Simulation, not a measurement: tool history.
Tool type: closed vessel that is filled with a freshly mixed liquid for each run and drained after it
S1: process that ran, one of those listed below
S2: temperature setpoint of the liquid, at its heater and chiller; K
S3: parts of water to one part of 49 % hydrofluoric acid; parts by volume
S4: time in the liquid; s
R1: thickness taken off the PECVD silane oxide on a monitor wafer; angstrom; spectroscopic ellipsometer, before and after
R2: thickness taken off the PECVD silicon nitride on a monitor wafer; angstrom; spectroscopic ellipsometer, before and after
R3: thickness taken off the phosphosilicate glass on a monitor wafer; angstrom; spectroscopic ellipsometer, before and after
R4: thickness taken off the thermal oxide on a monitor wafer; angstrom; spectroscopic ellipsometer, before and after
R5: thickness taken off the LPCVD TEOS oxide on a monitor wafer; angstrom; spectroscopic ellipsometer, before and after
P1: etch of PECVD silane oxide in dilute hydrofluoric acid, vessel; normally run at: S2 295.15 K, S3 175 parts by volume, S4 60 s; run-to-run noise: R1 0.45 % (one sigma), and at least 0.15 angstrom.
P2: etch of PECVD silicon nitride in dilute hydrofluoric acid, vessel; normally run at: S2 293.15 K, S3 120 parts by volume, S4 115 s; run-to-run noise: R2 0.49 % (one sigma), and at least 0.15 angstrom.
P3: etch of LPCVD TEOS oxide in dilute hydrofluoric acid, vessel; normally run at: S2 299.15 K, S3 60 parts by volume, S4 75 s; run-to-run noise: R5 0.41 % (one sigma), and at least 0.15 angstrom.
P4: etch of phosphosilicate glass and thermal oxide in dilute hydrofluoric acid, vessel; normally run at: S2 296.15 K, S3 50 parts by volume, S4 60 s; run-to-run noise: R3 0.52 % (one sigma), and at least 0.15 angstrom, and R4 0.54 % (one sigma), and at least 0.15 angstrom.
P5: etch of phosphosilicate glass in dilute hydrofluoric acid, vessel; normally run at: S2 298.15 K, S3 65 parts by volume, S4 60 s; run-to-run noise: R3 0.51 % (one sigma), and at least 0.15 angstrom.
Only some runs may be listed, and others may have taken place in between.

run 1 hour=8.2 | S1=P1 S2=295.15 S3=175 S4=60 | R1=134.12
run 2 hour=20 | S1=P1 S2=295.15 S3=175 S4=60 | R1=134.03
run 3 hour=29.4 | S1=P2 S2=293.15 S3=35 S4=115 | R2=135.64
run 4 hour=38.9 | S1=P1 S2=291.15 S3=175 S4=60 | R1=114.24
run 5 hour=47.9 | S1=P4 S2=296.15 S3=70 S4=60 | R3=1399.5 R4=39.829
run 6 hour=59.3 | S1=P4 S2=296.15 S3=50 S4=100 | R3=3362.6 R4=94.803
run 7 hour=66.8 | S1=P2 S2=293.15 S3=120 S4=115 | R2=40.967
run 8 hour=79 | S1=P3 S2=299.15 S3=85 S4=75 | R5=168.68
run 9 hour=89.8 | S1=P1 S2=295.15 S3=175 S4=60 | R1=134.02
run 10 hour=97 | S1=P2 S2=293.15 S3=120 S4=215 | R2=76.719
run 11 hour=102.7 | S1=P4 S2=304.15 S3=50 S4=60 | R3=2762.5 R4=77.184
run 12 hour=111.1 | S1=P1 S2=300.65 S3=175 S4=60 | R1=164.25
run 13 hour=118.4 | S1=P1 S2=295.15 S3=175 S4=115 | R1=255.52
run 14 hour=125.6 | S1=P3 S2=302.65 S3=60 S4=75 | R5=284.2
run 15 hour=131.5 | S1=P1 S2=295.15 S3=85 S4=30 | R1=151.98
run 16 hour=142.8 | S1=P1 S2=295.15 S3=35 S4=60 | R1=786.54
run 17 hour=152.7 | S1=P1 S2=295.15 S3=175 S4=60 | R1=132.25
run 18 hour=158.2 | S1=P1 S2=290.15 S3=175 S4=85 | R1=154.59
run 19 hour=166.1 | S1=P4 S2=296.15 S3=50 S4=60 | R3=1991.8 R4=56.629
run 20 hour=177 | S1=P5 S2=298.15 S3=90 S4=60 | R3=976.47
run 21 hour=183.6 | S1=P1 S2=295.15 S3=175 S4=60 | R1=134.18
run 22 hour=189.8 | S1=P5 S2=298.15 S3=65 S4=60 | R3=1403.7
run 23 hour=199.9 | S1=P1 S2=295.15 S3=270 S4=60 | R1=79.785
run 24 hour=209 | S1=P1 S2=290.15 S3=175 S4=110 | R1=203.64
run 25 hour=220.7 | S1=P5 S2=298.15 S3=65 S4=30 | R3=696.77
run 26 hour=232.1 | S1=P1 S2=295.15 S3=175 S4=30 | R1=66.902
run 27 hour=243.2 | S1=P3 S2=299.15 S3=60 S4=35 | R5=114.65
run 28 hour=254.8 | S1=P3 S2=299.15 S3=60 S4=75 | R5=247.25
run 29 hour=260.9 | S1=P5 S2=305.15 S3=65 S4=60 | R3=1851.9
run 30 hour=272.9 | S1=P1 S2=295.15 S3=175 S4=60 | R1=133.31
run 31 hour=280.4 | S1=P2 S2=290.15 S3=120 S4=115 | R2=33.407
run 32 hour=292.3 | S1=P1 S2=295.15 S3=175 S4=60 | R1=134.47
run 33 hour=301.9 | S1=P1 S2=295.15 S3=175 S4=60 | R1=132.91
run 34 hour=311.6 | S1=P1 S2=295.15 S3=175 S4=60 | R1=140.86
run 35 hour=322.4 | S1=P1 S2=295.15 S3=175 S4=60 | R1=145.72
run 36 hour=330.1 | S1=P1 S2=295.15 S3=175 S4=60 | R1=146.11
run 37 hour=336.8 | S1=P1 S2=295.15 S3=175 S4=60 | R1=145.5
run 38 hour=343.8 | S1=P1 S2=295.15 S3=175 S4=60 | R1=146.25
run 39 hour=350.7 | S1=P1 S2=295.15 S3=175 S4=60 | R1=145.32

What P1 gives has crept off from where it sat before. The 2 causes that follow fit the log equally well, each at the size noted:
A: liquid hotter than its thermometer reads (K) = 2.39
B: hydrofluoric acid flow above the setpoint (%) = 7.96
Onset of the creep was near hour 301.9.

Consider the 4 single-wafer check runs listed below, results given as question marks: which one distinguishes between the causes by giving clearly different results for each?
run check 1 hour=357.6 | S1=P3 S2=302.65 S3=60 S4=50 | R5=?
run check 2 hour=357.6 | S1=P2 S2=293.15 S3=120 S4=155 | R2=?
run check 3 hour=357.6 | S1=P4 S2=303.15 S3=50 S4=60 | R3=? R4=?
run check 4 hour=357.6 | S1=P5 S2=303.15 S3=65 S4=60 | R3=?

What every check run would give for each of its results, assuming each possible cause in turn:
check=check_1 result=R5 if_A=207.1 if_B=205.2
check=check_2 result=R2 if_A=64.692 if_B=59.414
check=check_3 result=R3 if_A=2917.5 if_B=2886.9
check=check_3 result=R4 if_A=82.332 if_B=81.469
check=check_4 result=R3 if_A=1872.6 if_B=1858.1
Gap, in per cent, between the two causes that each check separates least, read from the result that separates them most: check 1 0.92 %; check 2 8.51 %; check 3 1.05 %; check 4 0.78 %
Check 2 distinguishes between the causes, while the remaining checks would return nearly the same result for all of them.

The results of check 2 are: R2 64.766 angstrom. Based on these, which of the listed causes is it?

The cause is A: liquid hotter than its thermometer reads (K).
